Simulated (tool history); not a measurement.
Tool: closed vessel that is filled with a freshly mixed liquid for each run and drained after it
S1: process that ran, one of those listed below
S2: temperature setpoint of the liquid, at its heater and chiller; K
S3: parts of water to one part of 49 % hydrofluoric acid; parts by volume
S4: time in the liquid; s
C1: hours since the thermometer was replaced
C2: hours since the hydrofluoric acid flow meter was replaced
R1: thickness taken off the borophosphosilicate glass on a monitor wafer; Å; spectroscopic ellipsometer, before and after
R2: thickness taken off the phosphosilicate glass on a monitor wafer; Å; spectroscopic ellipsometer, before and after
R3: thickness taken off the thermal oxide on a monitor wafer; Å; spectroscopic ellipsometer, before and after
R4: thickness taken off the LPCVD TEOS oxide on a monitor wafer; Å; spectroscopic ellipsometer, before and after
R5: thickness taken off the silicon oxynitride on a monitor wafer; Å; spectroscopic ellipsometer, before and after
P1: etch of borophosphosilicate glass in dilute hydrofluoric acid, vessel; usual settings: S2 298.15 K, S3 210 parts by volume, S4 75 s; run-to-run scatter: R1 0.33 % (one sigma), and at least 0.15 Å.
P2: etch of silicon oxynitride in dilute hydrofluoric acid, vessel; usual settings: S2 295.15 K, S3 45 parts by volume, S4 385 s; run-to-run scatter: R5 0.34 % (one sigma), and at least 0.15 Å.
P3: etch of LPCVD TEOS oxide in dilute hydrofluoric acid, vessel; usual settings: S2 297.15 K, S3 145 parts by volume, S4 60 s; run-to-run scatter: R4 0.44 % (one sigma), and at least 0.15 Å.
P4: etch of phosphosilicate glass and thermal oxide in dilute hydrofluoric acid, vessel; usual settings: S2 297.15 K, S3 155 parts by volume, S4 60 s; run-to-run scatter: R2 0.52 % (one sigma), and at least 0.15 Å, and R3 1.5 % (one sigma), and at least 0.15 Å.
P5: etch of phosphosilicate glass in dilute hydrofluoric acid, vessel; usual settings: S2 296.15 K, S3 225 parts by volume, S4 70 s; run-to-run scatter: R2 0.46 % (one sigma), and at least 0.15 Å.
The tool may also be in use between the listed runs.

run 1 hour=7.4 | S1=P1 S2=298.15 S3=210 S4=75 | C1=650 C2=578.9 | R1=146.53
run 2 hour=13.9 | S1=P1 S2=306.15 S3=210 S4=75 | C1=656.5 C2=585.4 | R1=192.87
run 3 hour=18.2 | S1=P4 S2=297.15 S3=155 S4=60 | C1=660.8 C2=589.7 | R2=378.75 R3=17.937
run 4 hour=23.3 | S1=P1 S2=298.15 S3=210 S4=75 | C1=665.9 C2=594.8 | R1=145.9
run 5 hour=30.5 | S1=P3 S2=291.15 S3=145 S4=60 | C1=673.1 C2=602 | R4=150.19
run 6 hour=36 | S1=P5 S2=303.65 S3=225 S4=70 | C1=678.6 C2=607.5 | R2=696.9
run 7 hour=39.7 | S1=P4 S2=297.15 S3=155 S4=30 | C1=682.3 C2=611.2 | R2=190.89 R3=8.7774
run 8 hour=45.8 | S1=P4 S2=302.65 S3=155 S4=60 | C1=688.4 C2=617.3 | R2=470.56 R3=21.976
run 9 hour=50.2 | S1=P1 S2=298.15 S3=210 S4=75 | C1=692.8 C2=621.7 | R1=146.02
run 10 hour=56.3 | S1=P3 S2=297.15 S3=245 S4=60 | C1=698.9 C2=627.8 | R4=101.2
run 11 hour=63.6 | S1=P1 S2=298.15 S3=210 S4=75 | C1=706.2 C2=635.1 | R1=145.38
run 12 hour=68.7 | S1=P3 S2=297.15 S3=145 S4=60 | C1=711.3 C2=640.2 | R4=188.87
run 13 hour=72.8 | S1=P1 S2=298.15 S3=210 S4=75 | C1=715.4 C2=644.3 | R1=145.8
run 14 hour=77.8 | S1=P1 S2=298.15 S3=65 S4=75 | C1=720.4 C2=649.3 | R1=560.3
run 15 hour=82.4 | S1=P5 S2=296.15 S3=340 S4=70 | C1=725 C2=653.9 | R2=315.75
run 16 hour=88.3 | S1=P1 S2=298.15 S3=315 S4=75 | C1=730.9 C2=659.8 | R1=87.099
run 17 hour=92.3 | S1=P3 S2=297.15 S3=145 S4=30 | C1=734.9 C2=663.8 | R4=95.043
run 18 hour=95.6 | S1=P2 S2=295.15 S3=45 S4=385 | C1=738.2 C2=667.1 | R5=241.86
run 19 hour=102 | S1=P1 S2=298.15 S3=210 S4=130 | C1=744.6 C2=673.5 | R1=252.38
run 20 hour=107.8 | S1=P1 S2=298.15 S3=210 S4=75 | C1=750.4 C2=679.3 | R1=145.85
run 21 hour=112.8 | S1=P2 S2=299.15 S3=45 S4=385 | C1=755.4 C2=684.3 | R5=293.35
run 22 hour=118.4 | S1=P1 S2=298.15 S3=360 S4=30 | C1=761 C2=689.9 | R1=29.396
-- hour=121.8 thermometer replaced
run 23 hour=123.1 | S1=P1 S2=291.65 S3=210 S4=75 | C1=1.4 C2=694.6 | R1=114.74
run 24 hour=130.6 | S1=P5 S2=296.15 S3=225 S4=70 | C1=8.9 C2=702.1 | R2=533.05
run 25 hour=134.6 | S1=P4 S2=297.15 S3=260 S4=60 | C1=12.9 C2=706.1 | R2=204.64 R3=9.4626
run 26 hour=140.7 | S1=P4 S2=297.15 S3=155 S4=60 | C1=19 C2=712.2 | R2=380.82 R3=18.158
run 27 hour=145.4 | S1=P2 S2=295.15 S3=45 S4=30 | C1=23.7 C2=716.9 | R5=18.682
run 28 hour=151.7 | S1=P1 S2=303.65 S3=210 S4=30 | C1=30 C2=723.2 | R1=70.852
run 29 hour=156.9 | S1=P5 S2=296.15 S3=225 S4=110 | C1=35.2 C2=728.4 | R2=835.96
run 30 hour=163 | S1=P2 S2=295.15 S3=25 S4=385 | C1=41.3 C2=734.5 | R5=440.41

Run 31 comes next. What will it give?
-- hour=164.2 hydrofluoric acid flow meter replaced
run 31 hour=170.4 | S1=P5 S2=296.15 S3=225 S4=70 | C1=48.7 C2=6.3 | R2=?

Run 31 gave R2 538.24 Å.
